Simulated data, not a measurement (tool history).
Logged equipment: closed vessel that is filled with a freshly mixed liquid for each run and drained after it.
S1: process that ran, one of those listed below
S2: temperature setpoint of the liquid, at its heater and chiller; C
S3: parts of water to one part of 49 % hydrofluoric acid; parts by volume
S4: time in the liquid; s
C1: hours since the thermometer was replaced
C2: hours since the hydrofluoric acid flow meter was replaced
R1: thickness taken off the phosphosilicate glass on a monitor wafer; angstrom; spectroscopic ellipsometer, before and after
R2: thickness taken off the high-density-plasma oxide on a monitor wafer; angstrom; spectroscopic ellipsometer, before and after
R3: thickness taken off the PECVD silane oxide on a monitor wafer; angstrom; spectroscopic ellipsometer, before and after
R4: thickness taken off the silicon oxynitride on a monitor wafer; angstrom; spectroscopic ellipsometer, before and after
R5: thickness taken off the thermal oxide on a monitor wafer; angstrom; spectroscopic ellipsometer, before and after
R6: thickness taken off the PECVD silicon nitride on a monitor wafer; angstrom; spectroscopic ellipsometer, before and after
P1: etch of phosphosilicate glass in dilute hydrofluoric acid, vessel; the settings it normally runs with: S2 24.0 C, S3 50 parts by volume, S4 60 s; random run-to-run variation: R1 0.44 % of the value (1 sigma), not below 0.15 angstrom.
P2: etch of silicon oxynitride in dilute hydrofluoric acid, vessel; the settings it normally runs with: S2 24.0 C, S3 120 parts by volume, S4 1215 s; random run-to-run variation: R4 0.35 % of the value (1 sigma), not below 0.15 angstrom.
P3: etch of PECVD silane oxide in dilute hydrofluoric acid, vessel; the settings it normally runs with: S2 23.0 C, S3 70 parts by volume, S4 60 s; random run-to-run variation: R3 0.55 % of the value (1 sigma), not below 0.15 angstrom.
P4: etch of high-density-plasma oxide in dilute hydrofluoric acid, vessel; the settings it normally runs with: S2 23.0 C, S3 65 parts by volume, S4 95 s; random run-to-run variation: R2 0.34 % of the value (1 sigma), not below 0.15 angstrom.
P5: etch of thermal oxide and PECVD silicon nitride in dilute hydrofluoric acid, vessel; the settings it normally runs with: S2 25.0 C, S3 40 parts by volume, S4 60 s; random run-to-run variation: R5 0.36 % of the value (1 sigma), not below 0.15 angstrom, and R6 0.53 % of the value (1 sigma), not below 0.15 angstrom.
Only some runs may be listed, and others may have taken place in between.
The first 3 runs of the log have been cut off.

run	hour	S1	S2	S3	S4	C1	C2	R1	R2	R3	R4	R5	R6
4	46.8	P2	24.0	120	1215	1888.4	504.3				144.840		
5	56.3	P5	25.0	20	60	1897.9	513.8					157.700	134.510
6	65.2	P5	25.0	40	60	1906.8	522.7					76.617	68.114
7	72.4	P2	24.0	75	1215	1914.0	529.9				240.960		
8	87.1	P3	17.0	70	60	1928.7	544.6			157.59			
9	102.1	P1	24.0	50	100	1943.7	559.6	1251.90					
10	109.6	P1	30.5	50	60	1951.2	567.1	982.95					
11	119.5	P1	24.0	90	60	1961.1	577.0	400.63					
12	132.2	P3	23.0	70	30	1973.8	589.7			101.25			
13	139.1	P1	24.0	50	60	1980.7	596.6	751.01					
14	148.2	P1	24.0	50	30	1989.8	605.7	378.51					
15	163.2	P2	24.0	120	230	2004.8	620.7				27.758		
16	174.3	P5	25.0	40	100	2015.9	631.8					128.860	114.470
17	184.0	P1	24.0	20	60	2025.6	641.5	1973.70					
18	199.0	P1	17.0	50	60	2040.6	656.5	567.17					
19	211.3	P1	24.0	50	60	2052.9	668.8	759.60					
20	225.3	P3	23.0	35	60	2066.9	682.8			425.14			
21	239.0	P1	24.0	50	60	2080.6	696.5	754.88					
22	247.0	P1	24.0	50	60	2088.6	704.5	754.47					
23	260.2	P4	23.0	65	95	2101.8	717.7		75.724				
24	269.1	P5	20.5	40	60	2110.7	726.6					63.992	49.463
25	276.5	P1	24.0	50	60	2118.1	734.0	758.16					
26	292.5	P4	31.0	65	95	2134.1	750.0		104.100				
27	304.5	P1	24.0	30	105	2146.1	762.0	2257.40					
28	313.6	P4	23.0	65	95	2155.2	771.1		75.897				

Run 29 comes next. What will it give?
29	324.7	P2	20.0	120	1215	2166.3	782.2				?		

{"run 29": {"R4": 120.5}}
